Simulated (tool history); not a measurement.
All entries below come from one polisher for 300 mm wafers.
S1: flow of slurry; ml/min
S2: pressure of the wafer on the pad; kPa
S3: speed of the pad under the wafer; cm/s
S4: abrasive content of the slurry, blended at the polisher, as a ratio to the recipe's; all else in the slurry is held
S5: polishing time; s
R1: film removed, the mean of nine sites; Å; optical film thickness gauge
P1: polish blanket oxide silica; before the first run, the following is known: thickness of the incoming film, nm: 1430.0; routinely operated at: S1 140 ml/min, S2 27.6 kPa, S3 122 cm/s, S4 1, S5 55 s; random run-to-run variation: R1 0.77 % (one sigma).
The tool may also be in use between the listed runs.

run    day   S1    S2   S3    S4  S5      R1
  1  0.367  140  27.6  122     1  55  1875.1
  2  0.788  205  27.6  122     1  55  1979.5
  3  1.108   85  27.6  122     1  55  1652.1
  4  1.392  140  27.6  122   0.6  55  1432.1
  5    1.6  140  41.4  122     1  55  2764.6
     1.883  -- slurry nozzle cleaned
  6  1.967  140  27.6  122     1  55  1851.7
  7  2.221  140  27.6  122  1.35  25  962.34
  8  2.462  140  18.6  122  1.45  55  1458.5
  9  2.833  140  27.6  190     1  55  2630.8
 10  3.275  140  27.6  122     1  55  1866.8
 11  3.492  140  27.6   88     1  55  1421.1
 12  3.729  140  27.6  122  1.45  55  2165.8
 13  3.942  140  27.6  122     1  74  2510.3
 14  4.388  140  20.7  122     1  29  732.44
 15  4.658  140  18.6  122     1  55    1240
 16  4.875  140  27.6  122     1  55  1860.5
 17    5.3  140  27.6  122     1  34  1140.6
 18    5.5  140  27.6  122     1  55  1871.5
 19  5.829  140  27.6  122     1  55  1785.3
 20  6.225  140  27.6  122     1  55  1773.4
 21  6.558  140  27.6  122     1  55    1743
 22  6.808  140  27.6  122     1  55  1721.1
         7  -- slurry blender recalibrated
 23  7.142  140  27.6  122     1  55  1717.6
     7.167  -- conditioning disc replaced and pad reconditioned
 24  7.471  140  27.6  122     1  55  1669.4
 25  7.858  140  27.6  122     1  55  1689.2
     8.058  -- head pressure recalibrated
 26  8.142  140  27.6  122     1  55  1663.1
 27  8.421  140  27.6  122     1  55  1673.1
 28  8.867  140  27.6  122     1  55  1664.7
 29  9.083  140  27.6  122     1  55  1680.5

The output of P1 has drifted from where it used to be. Each of the 2 causes below, taken at the size shown beside it, accounts for the log equally well:
A: removal rate lost through wear of the pad, % = 10
B: slurry flow missing at the pad, % = 37.1
At approximately day 5.5, the process output began to creep.
Other possible causes, and why each is ruled out:
head's pressure below its setpoint, %: maintenance at day 8.058, after the shift began, did not return the process to its former output
abrasive missing from the slurry, %: maintenance at day 7, after the shift began, did not return the process to its former output
time polished since the conditioner stopped cutting, s: maintenance at day 7.167, after the shift began, did not return the process to its former output

Below are 4 check runs, each averaged over 5 wafers, with their results shown as question marks. Which of them would give clearly different results depending on which cause is behind the drift?
check 1  9.3  140  27.6  190     1  74   ?
check 2  9.3  140  27.6  122  0.65  71   ?
check 3  9.3  195  41.4  122     1  55   ?
check 4  9.3  140    40  122     1  55   ?

Check results expected under each cause:
  check  result    if A    if B
check 1      R1  3210.1  3208.9
check 2      R1    1736  1735.3
check 3      R1    2646  2718.8
check 4      R1  2427.2  2426.3
Gap, in per cent, between the two causes that each check separates least, read from the result that separates them most: check 1 0.04 %; check 2 0.04 %; check 3 2.71 %; check 4 0.04 %
Check 3 tells the causes apart: in the others they would give nearly the same result.

Running check 3 produced the following: R1 2714.6 Å. Which one of the listed causes fits?

Of the candidate causes, it is B: slurry flow missing at the pad, %.

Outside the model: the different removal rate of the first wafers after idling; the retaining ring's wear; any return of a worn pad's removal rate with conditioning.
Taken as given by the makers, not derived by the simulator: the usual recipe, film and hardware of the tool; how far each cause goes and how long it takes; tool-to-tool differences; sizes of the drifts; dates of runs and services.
